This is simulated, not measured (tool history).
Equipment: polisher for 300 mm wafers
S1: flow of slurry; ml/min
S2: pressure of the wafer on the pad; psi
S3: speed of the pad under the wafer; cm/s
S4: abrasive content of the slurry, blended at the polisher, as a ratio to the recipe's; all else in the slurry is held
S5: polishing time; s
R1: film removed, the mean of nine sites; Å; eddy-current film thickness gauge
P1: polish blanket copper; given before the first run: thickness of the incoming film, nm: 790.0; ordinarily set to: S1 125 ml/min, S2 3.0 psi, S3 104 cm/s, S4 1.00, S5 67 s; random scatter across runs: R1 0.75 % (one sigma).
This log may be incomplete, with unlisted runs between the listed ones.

| run | hour | S1 | S2 | S3 | S4 | S5 | R1 |
|---|---|---|---|---|---|---|---|
| 1 | 9.8 | 125 | 3.0 | 104 | 1.00 | 67 | 1827.90 |
| 2 | 19.3 | 125 | 3.0 | 104 | 1.00 | 67 | 1861.50 |
| 3 | 26.2 | 125 | 3.0 | 104 | 1.45 | 67 | 2007.60 |
|  | 28.9 | slurry blender recalibrated |
| 4 | 36.0 | 125 | 3.0 | 150 | 1.00 | 36 | 1426.20 |
| 5 | 46.8 | 125 | 3.0 | 130 | 1.00 | 67 | 2308.30 |
| 6 | 54.5 | 125 | 3.0 | 104 | 1.00 | 98 | 2722.00 |
| 7 | 61.5 | 125 | 3.0 | 104 | 1.00 | 67 | 1852.90 |
| 8 | 66.9 | 125 | 1.5 | 138 | 1.00 | 67 | 1223.90 |
| 9 | 73.4 | 125 | 3.0 | 50 | 1.00 | 67 | 884.95 |
| 10 | 84.3 | 75 | 3.0 | 104 | 1.00 | 67 | 1617.00 |
| 11 | 94.6 | 125 | 3.0 | 104 | 1.00 | 67 | 1854.90 |
| 12 | 100.3 | 185 | 3.0 | 104 | 1.00 | 67 | 1970.90 |
| 13 | 107.4 | 125 | 3.0 | 104 | 1.00 | 67 | 1855.40 |
| 14 | 118.3 | 125 | 3.0 | 104 | 0.60 | 67 | 1656.00 |
| 15 | 126.1 | 125 | 4.2 | 104 | 1.00 | 67 | 2567.90 |
| 16 | 137.9 | 125 | 3.0 | 104 | 1.00 | 39 | 1071.70 |
| 17 | 149.4 | 125 | 2.2 | 104 | 1.00 | 67 | 1371.50 |
| 18 | 154.7 | 125 | 3.0 | 104 | 1.00 | 67 | 1841.70 |
| 19 | 161.0 | 125 | 3.0 | 104 | 1.00 | 67 | 1793.70 |
| 20 | 172.5 | 125 | 3.0 | 104 | 1.00 | 67 | 1732.90 |
| 21 | 180.2 | 125 | 3.0 | 104 | 1.00 | 67 | 1699.90 |
| 22 | 188.3 | 125 | 3.0 | 104 | 1.00 | 67 | 1692.40 |
| 23 | 198.3 | 125 | 3.0 | 104 | 1.00 | 67 | 1683.10 |
|  | 201.5 | slurry blender recalibrated |
| 24 | 209.2 | 125 | 3.0 | 104 | 1.00 | 67 | 1660.40 |
| 25 | 214.8 | 125 | 3.0 | 104 | 1.00 | 67 | 1649.00 |
|  | 223.7 | head pressure recalibrated |
| 26 | 225.2 | 125 | 3.0 | 104 | 1.00 | 67 | 1644.10 |
| 27 | 232.0 | 125 | 3.0 | 104 | 1.00 | 67 | 1645.10 |
| 28 | 238.2 | 125 | 3.0 | 104 | 1.00 | 67 | 1638.40 |
| 29 | 247.3 | 125 | 3.0 | 104 | 1.00 | 67 | 1643.90 |

Something has made what P1 gives creep away from where it was; the 2 causes below, each at its own stated size, fit the log equally well:
A: slurry flow missing at the pad, % = 38.8
B: removal rate lost through wear of the pad, % = 11.7
Onset of the creep was near hour 154.7.
Each remaining cause and why it is not a fit:
head's pressure below its setpoint, %: work on it at hour 223.7, done after the drift set in, did not restore what the process gave before
abrasive missing from the slurry, %: work on it at hour 201.5, done after the drift set in, did not restore what the process gave before

4 check runs are offered, one wafer each, their results left as question marks. Which one tells the causes apart?
| check 1 | 256.4 | 125 | 3.0 | 104 | 1.40 | 67 | ? |
| check 2 | 256.4 | 125 | 3.0 | 54 | 1.00 | 67 | ? |
| check 3 | 256.4 | 125 | 3.0 | 78 | 0.70 | 67 | ? |
| check 4 | 256.4 | 75 | 3.8 | 104 | 1.00 | 67 | ? |

Outcome of each check run for each possible cause:
| check | result | if A | if B |
|---|---|---|---|
| check 1 | R1 | 1760.00 | 1760.80 |
| check 2 | R1 | 849.06 | 849.45 |
| check 3 | R1 | 1138.00 | 1138.60 |
| check 4 | R1 | 1699.50 | 1817.60 |
Separation of the two closest causes in each check, using whichever result separates them best: check 1 0.05 %; check 2 0.05 %; check 3 0.05 %; check 4 6.72 %
Only check 4 tells the causes apart: in the others they would give nearly the same result.

Check 4 has now been run. It gave: R1 1827.30 Å. Which of the candidate causes is it?

B is the cause: removal rate lost through wear of the pad, %.
